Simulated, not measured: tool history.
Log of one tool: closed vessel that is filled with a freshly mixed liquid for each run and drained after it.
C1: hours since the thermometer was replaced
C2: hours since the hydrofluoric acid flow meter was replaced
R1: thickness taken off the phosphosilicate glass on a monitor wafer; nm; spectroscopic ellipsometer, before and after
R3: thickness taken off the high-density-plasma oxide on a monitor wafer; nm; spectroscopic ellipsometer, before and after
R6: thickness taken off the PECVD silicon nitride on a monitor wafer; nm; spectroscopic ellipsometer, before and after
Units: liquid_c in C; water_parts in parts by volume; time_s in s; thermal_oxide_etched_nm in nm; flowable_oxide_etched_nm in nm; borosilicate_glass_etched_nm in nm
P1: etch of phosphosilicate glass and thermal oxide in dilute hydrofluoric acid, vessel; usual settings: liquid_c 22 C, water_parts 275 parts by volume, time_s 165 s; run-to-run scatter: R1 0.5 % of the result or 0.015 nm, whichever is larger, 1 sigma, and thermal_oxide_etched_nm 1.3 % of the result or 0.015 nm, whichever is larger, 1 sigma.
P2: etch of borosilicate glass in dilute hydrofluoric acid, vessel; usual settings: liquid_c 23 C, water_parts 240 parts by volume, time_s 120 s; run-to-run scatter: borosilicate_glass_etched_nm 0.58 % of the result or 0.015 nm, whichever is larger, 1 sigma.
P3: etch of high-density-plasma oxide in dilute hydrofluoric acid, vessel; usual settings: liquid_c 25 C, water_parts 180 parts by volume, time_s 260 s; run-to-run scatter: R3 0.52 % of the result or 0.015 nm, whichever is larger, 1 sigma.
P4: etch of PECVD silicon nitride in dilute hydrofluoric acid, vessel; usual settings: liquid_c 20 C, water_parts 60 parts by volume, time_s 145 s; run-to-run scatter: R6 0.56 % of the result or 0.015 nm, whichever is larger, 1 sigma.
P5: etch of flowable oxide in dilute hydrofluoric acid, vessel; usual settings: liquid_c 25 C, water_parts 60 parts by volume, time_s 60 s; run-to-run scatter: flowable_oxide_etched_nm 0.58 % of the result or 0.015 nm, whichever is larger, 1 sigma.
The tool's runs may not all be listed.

{"run": 1, "hour": 11.0, "process": "P1", "liquid_c": 22, "water_parts": 275, "time_s": 165, "C1": 989.7, "C2": 217.3, "R1": 57.495, "thermal_oxide_etched_nm": 2.1729}
{"run": 2, "hour": 25.3, "process": "P1", "liquid_c": 22, "water_parts": 275, "time_s": 30, "C1": 1004, "C2": 231.6, "R1": 10.456, "thermal_oxide_etched_nm": 0.38641}
{"run": 3, "hour": 41.7, "process": "P3", "liquid_c": 29.5, "water_parts": 180, "time_s": 260, "C1": 1020.4, "C2": 248, "R3": 11.664}
{"run": 4, "hour": 51.8, "process": "P1", "liquid_c": 25.5, "water_parts": 275, "time_s": 260, "C1": 1030.5, "C2": 258.1, "R1": 102.76, "thermal_oxide_etched_nm": 3.7691}
{"run": 5, "hour": 69.2, "process": "P3", "liquid_c": 25, "water_parts": 180, "time_s": 440, "C1": 1047.9, "C2": 275.5, "R3": 16.525}
{"run": 6, "hour": 77.1, "process": "P1", "liquid_c": 22, "water_parts": 275, "time_s": 165, "C1": 1055.8, "C2": 283.4, "R1": 57.256, "thermal_oxide_etched_nm": 2.1219}
{"run": 7, "hour": 92.9, "process": "P5", "liquid_c": 25, "water_parts": 60, "time_s": 30, "C1": 1071.6, "C2": 299.2, "flowable_oxide_etched_nm": 11.204}
{"run": 8, "hour": 104.1, "process": "P5", "liquid_c": 17, "water_parts": 60, "time_s": 60, "C1": 1082.8, "C2": 310.4, "flowable_oxide_etched_nm": 16.23}
{"run": 9, "hour": 112.4, "process": "P2", "liquid_c": 23, "water_parts": 240, "time_s": 120, "C1": 1091.1, "C2": 318.7, "borosilicate_glass_etched_nm": 12.407}
{"run": 10, "hour": 121.3, "process": "P2", "liquid_c": 26.5, "water_parts": 240, "time_s": 120, "C1": 1100, "C2": 327.6, "borosilicate_glass_etched_nm": 13.985}
{"run": 11, "hour": 137.1, "process": "P5", "liquid_c": 25, "water_parts": 60, "time_s": 60, "C1": 1115.8, "C2": 343.4, "flowable_oxide_etched_nm": 22.424}
{"run": 12, "hour": 148.3, "process": "P2", "liquid_c": 23, "water_parts": 130, "time_s": 120, "C1": 1127, "C2": 354.6, "borosilicate_glass_etched_nm": 25.632}
{"run": 13, "hour": 156.2, "process": "P5", "liquid_c": 25, "water_parts": 100, "time_s": 60, "C1": 1134.9, "C2": 362.5, "flowable_oxide_etched_nm": 12.852}
{"run": 14, "hour": 170.6, "process": "P1", "liquid_c": 22, "water_parts": 275, "time_s": 295, "C1": 1149.3, "C2": 376.9, "R1": 102.91, "thermal_oxide_etched_nm": 3.8123}
{"run": 15, "hour": 184.3, "process": "P1", "liquid_c": 28, "water_parts": 485, "time_s": 165, "C1": 1163, "C2": 390.6, "R1": 32.564, "thermal_oxide_etched_nm": 1.2187}
{"run": 16, "hour": 199.6, "process": "P1", "liquid_c": 22, "water_parts": 275, "time_s": 165, "C1": 1178.3, "C2": 405.9, "R1": 57.709, "thermal_oxide_etched_nm": 2.171}
{"run": 17, "hour": 216.7, "process": "P5", "liquid_c": 25, "water_parts": 60, "time_s": 60, "C1": 1195.4, "C2": 423, "flowable_oxide_etched_nm": 22.508}
{"run": 18, "hour": 232.8, "process": "P4", "liquid_c": 20, "water_parts": 90, "time_s": 145, "C1": 1211.5, "C2": 439.1, "R6": 3.6142}
{"run": 19, "hour": 248.4, "process": "P2", "liquid_c": 23, "water_parts": 240, "time_s": 30, "C1": 1227.1, "C2": 454.7, "borosilicate_glass_etched_nm": 3.1226}
{"run": 20, "hour": 266.4, "process": "P3", "liquid_c": 25, "water_parts": 180, "time_s": 260, "C1": 1245.1, "C2": 472.7, "R3": 9.8032}
{"run": 21, "hour": 282.9, "process": "P3", "liquid_c": 25, "water_parts": 110, "time_s": 260, "C1": 1261.6, "C2": 489.2, "R3": 17.533}
{"run": 22, "hour": 296.2, "process": "P1", "liquid_c": 22, "water_parts": 275, "time_s": 165, "C1": 1274.9, "C2": 502.5, "R1": 57.452, "thermal_oxide_etched_nm": 2.0679}
{"run": 23, "hour": 313.5, "process": "P1", "liquid_c": 22, "water_parts": 510, "time_s": 165, "C1": 1292.2, "C2": 519.8, "R1": 25.428, "thermal_oxide_etched_nm": 0.96611}
{"run": 24, "hour": 322.1, "process": "P1", "liquid_c": 22, "water_parts": 275, "time_s": 165, "C1": 1300.8, "C2": 528.4, "R1": 57.947, "thermal_oxide_etched_nm": 2.1649}
{"run": 25, "hour": 340.0, "process": "P1", "liquid_c": 26.5, "water_parts": 275, "time_s": 165, "C1": 1318.7, "C2": 546.3, "R1": 67.786, "thermal_oxide_etched_nm": 2.544}
{"run": 26, "hour": 351.1, "process": "P1", "liquid_c": 17, "water_parts": 275, "time_s": 165, "C1": 1329.8, "C2": 557.4, "R1": 47.554, "thermal_oxide_etched_nm": 1.8177}
{"run": 27, "hour": 362.5, "process": "P1", "liquid_c": 22, "water_parts": 70, "time_s": 165, "C1": 1341.2, "C2": 568.8, "R1": 283.69, "thermal_oxide_etched_nm": 10.423}
{"run": 28, "hour": 376.2, "process": "P4", "liquid_c": 20, "water_parts": 60, "time_s": 145, "C1": 1354.9, "C2": 582.5, "R6": 5.4085}
{"run": 29, "hour": 392.0, "process": "P1", "liquid_c": 22, "water_parts": 95, "time_s": 240, "C1": 1370.7, "C2": 598.3, "R1": 294.91, "thermal_oxide_etched_nm": 10.681}
{"run": 30, "hour": 408.8, "process": "P3", "liquid_c": 25, "water_parts": 180, "time_s": 260, "C1": 1387.5, "C2": 615.1, "R3": 9.7963}
{"run": 31, "hour": 419.2, "process": "P4", "liquid_c": 20, "water_parts": 60, "time_s": 30, "C1": 1397.9, "C2": 625.5, "R6": 1.1007}

The next listed run, before its measurement:
{"run": 32, "hour": 435.7, "process": "P1", "liquid_c": 22, "water_parts": 275, "time_s": 165, "C1": 1414.4, "C2": 642, "R1": "?", "thermal_oxide_etched_nm": "?"}

{"run 32": {"R1": 57.78, "thermal_oxide_etched_nm": 2.147}}
